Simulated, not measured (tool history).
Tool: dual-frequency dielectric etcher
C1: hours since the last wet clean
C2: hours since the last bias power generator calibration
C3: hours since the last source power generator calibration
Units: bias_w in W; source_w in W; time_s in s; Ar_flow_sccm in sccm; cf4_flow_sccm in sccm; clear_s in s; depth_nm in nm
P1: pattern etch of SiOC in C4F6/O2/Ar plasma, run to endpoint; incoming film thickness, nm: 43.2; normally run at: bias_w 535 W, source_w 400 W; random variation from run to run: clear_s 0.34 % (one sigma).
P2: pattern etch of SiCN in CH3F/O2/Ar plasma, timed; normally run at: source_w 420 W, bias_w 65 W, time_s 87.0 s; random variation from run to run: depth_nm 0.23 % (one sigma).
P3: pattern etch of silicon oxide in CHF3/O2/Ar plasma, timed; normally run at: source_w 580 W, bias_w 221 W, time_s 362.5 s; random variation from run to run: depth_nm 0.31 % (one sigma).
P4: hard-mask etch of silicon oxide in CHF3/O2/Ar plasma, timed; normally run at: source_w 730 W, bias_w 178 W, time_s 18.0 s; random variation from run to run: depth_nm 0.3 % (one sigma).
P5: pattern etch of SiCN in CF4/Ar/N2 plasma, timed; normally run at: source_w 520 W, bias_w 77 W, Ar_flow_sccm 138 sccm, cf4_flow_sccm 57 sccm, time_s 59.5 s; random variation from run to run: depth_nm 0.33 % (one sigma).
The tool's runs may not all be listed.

Run 1, hour 4.4: process P1, bias_w 535 W, source_w 400 W; C1 407.9; C2 1488.0; C3 1159.7. Result: clear_s 14.199 s.
Run 2, hour 8.9: process P4, bias_w 178 W, source_w 730 W, time_s 10.0 s; C1 412.4; C2 1492.5; C3 1164.2. Result: depth_nm 21.133 nm.
Run 3, hour 14.2: process P1, bias_w 535 W, source_w 500 W; C1 417.7; C2 1497.8; C3 1169.5. Result: clear_s 13.028 s.
Run 4, hour 18.1: process P3, bias_w 221 W, source_w 580 W, time_s 362.5 s; C1 421.6; C2 1501.7; C3 1173.4. Result: depth_nm 771.450 nm.
Run 5, hour 25.7: process P5, bias_w 77 W, source_w 520 W, time_s 59.5 s, Ar_flow_sccm 138 sccm, cf4_flow_sccm 57 sccm; C1 429.2; C2 1509.3; C3 1181.0. Result: depth_nm 53.971 nm.
Run 6, hour 32.2: process P3, bias_w 290 W, source_w 580 W, time_s 362.5 s; C1 435.7; C2 1515.8; C3 1187.5. Result: depth_nm 846.460 nm.
Run 7, hour 39.4: process P5, bias_w 77 W, source_w 520 W, time_s 59.5 s, Ar_flow_sccm 183 sccm, cf4_flow_sccm 57 sccm; C1 442.9; C2 1523.0; C3 1194.7. Result: depth_nm 51.283 nm.
Run 8, hour 46.0: process P4, bias_w 178 W, source_w 960 W, time_s 18.0 s; C1 449.5; C2 1529.6; C3 1201.3. Result: depth_nm 41.932 nm.
Run 9, hour 51.0: process P1, bias_w 535 W, source_w 400 W; C1 454.5; C2 1534.6; C3 1206.3. Result: clear_s 14.186 s.
Run 10, hour 58.6: process P3, bias_w 221 W, source_w 380 W, time_s 362.5 s; C1 462.1; C2 1542.2; C3 1213.9. Result: depth_nm 658.660 nm.
Run 11, hour 64.4: process P4, bias_w 178 W, source_w 730 W, time_s 18.0 s; C1 467.9; C2 1548.0; C3 1219.7. Result: depth_nm 37.670 nm.
Run 12, hour 70.8: process P5, bias_w 77 W, source_w 520 W, time_s 35.0 s, Ar_flow_sccm 138 sccm, cf4_flow_sccm 57 sccm; C1 474.3; C2 1554.4; C3 1226.1. Result: depth_nm 31.663 nm.
Run 13, hour 78.0: process P1, bias_w 535 W, source_w 400 W; C1 481.5; C2 1561.6; C3 1233.3. Result: clear_s 14.194 s.
Run 14, hour 86.1: process P1, bias_w 414 W, source_w 400 W; C1 489.6; C2 1569.7; C3 1241.4. Result: clear_s 15.646 s.
Run 15, hour 92.4: process P5, bias_w 109 W, source_w 520 W, time_s 59.5 s, Ar_flow_sccm 138 sccm, cf4_flow_sccm 57 sccm; C1 495.9; C2 1576.0; C3 1247.7. Result: depth_nm 61.870 nm.
Run 16, hour 100.3: process P1, bias_w 646 W, source_w 400 W; C1 503.8; C2 1583.9; C3 1255.6. Result: clear_s 13.320 s.
Run 17, hour 108.4: process P5, bias_w 77 W, source_w 520 W, time_s 59.5 s, Ar_flow_sccm 138 sccm, cf4_flow_sccm 41 sccm; C1 511.9; C2 1592.0; C3 1263.7. Result: depth_nm 50.750 nm.
Run 18, hour 114.9: process P2, bias_w 65 W, source_w 420 W, time_s 87.0 s; C1 518.4; C2 1598.5; C3 1270.2. Result: depth_nm 32.067 nm.
Run 19, hour 119.6: process P5, bias_w 77 W, source_w 690 W, time_s 59.5 s, Ar_flow_sccm 138 sccm, cf4_flow_sccm 57 sccm; C1 523.1; C2 1603.2; C3 1274.9. Result: depth_nm 68.397 nm.
Run 20, hour 126.8: process P2, bias_w 65 W, source_w 290 W, time_s 87.0 s; C1 530.3; C2 1610.4; C3 1282.1. Result: depth_nm 27.839 nm.
Run 21, hour 132.3: process P1, bias_w 535 W, source_w 400 W; C1 535.8; C2 1615.9; C3 1287.6. Result: clear_s 14.115 s.
Run 22, hour 138.4: process P2, bias_w 91 W, source_w 420 W, time_s 87.0 s; C1 541.9; C2 1622.0; C3 1293.7. Result: depth_nm 36.123 nm.
Run 23, hour 144.3: process P3, bias_w 221 W, source_w 580 W, time_s 199.5 s; C1 547.8; C2 1627.9; C3 1299.6. Result: depth_nm 426.750 nm.
Run 24, hour 152.0: process P1, bias_w 362 W, source_w 520 W; C1 555.5; C2 1635.6; C3 1307.3. Result: clear_s 14.915 s.
Run 25, hour 156.6: process P1, bias_w 535 W, source_w 290 W; C1 560.1; C2 1640.2; C3 1311.9. Result: clear_s 15.877 s.
Run 26, hour 162.9: process P4, bias_w 249 W, source_w 730 W, time_s 18.0 s; C1 566.4; C2 1646.5; C3 1318.2. Result: depth_nm 42.474 nm.
Run 27, hour 169.4: process P2, bias_w 65 W, source_w 420 W, time_s 63.5 s; C1 572.9; C2 1653.0; C3 1324.7. Result: depth_nm 23.355 nm.
Run 28, hour 175.3: process P2, bias_w 65 W, source_w 420 W, time_s 87.0 s; C1 578.8; C2 1658.9; C3 1330.6. Result: depth_nm 32.003 nm.
Run 29, hour 181.9: process P1, bias_w 535 W, source_w 400 W; C1 585.4; C2 1665.5; C3 1337.2. Result: clear_s 14.256 s.
Run 30, hour 185.6: process P1, bias_w 535 W, source_w 400 W; C1 589.1; C2 1669.2; C3 1340.9. Result: clear_s 14.262 s.
Run 31, hour 192.4: process P1, bias_w 535 W, source_w 400 W; C1 595.9; C2 1676.0; C3 1347.7. Result: clear_s 14.352 s.
Run 32, hour 197.6: process P1, bias_w 535 W, source_w 400 W; C1 601.1; C2 1681.2; C3 1352.9. Result: clear_s 14.383 s.
Run 33, hour 202.5: process P1, bias_w 535 W, source_w 400 W; C1 606.0; C2 1686.1; C3 1357.8. Result: clear_s 14.402 s.
Run 34, hour 209.4: process P1, bias_w 535 W, source_w 400 W; C1 612.9; C2 1693.0; C3 1364.7. Result: clear_s 14.441 s.
At hour 210.5: wet clean of the chamber.
Run 35, hour 216.5: process P1, bias_w 535 W, source_w 400 W; C1 6.0; C2 1700.1; C3 1371.8. Result: clear_s 14.420 s.
Run 36, hour 221.2: process P1, bias_w 535 W, source_w 400 W; C1 10.7; C2 1704.8; C3 1376.5. Result: clear_s 14.437 s.

Run 37 comes next. What will it give?
Run 37, hour 229.4: process P1, bias_w 535 W, source_w 400 W; C1 18.9; C2 1713.0; C3 1384.7. Result: clear_s ?.

Run 37 gave clear_s 14.544 s.
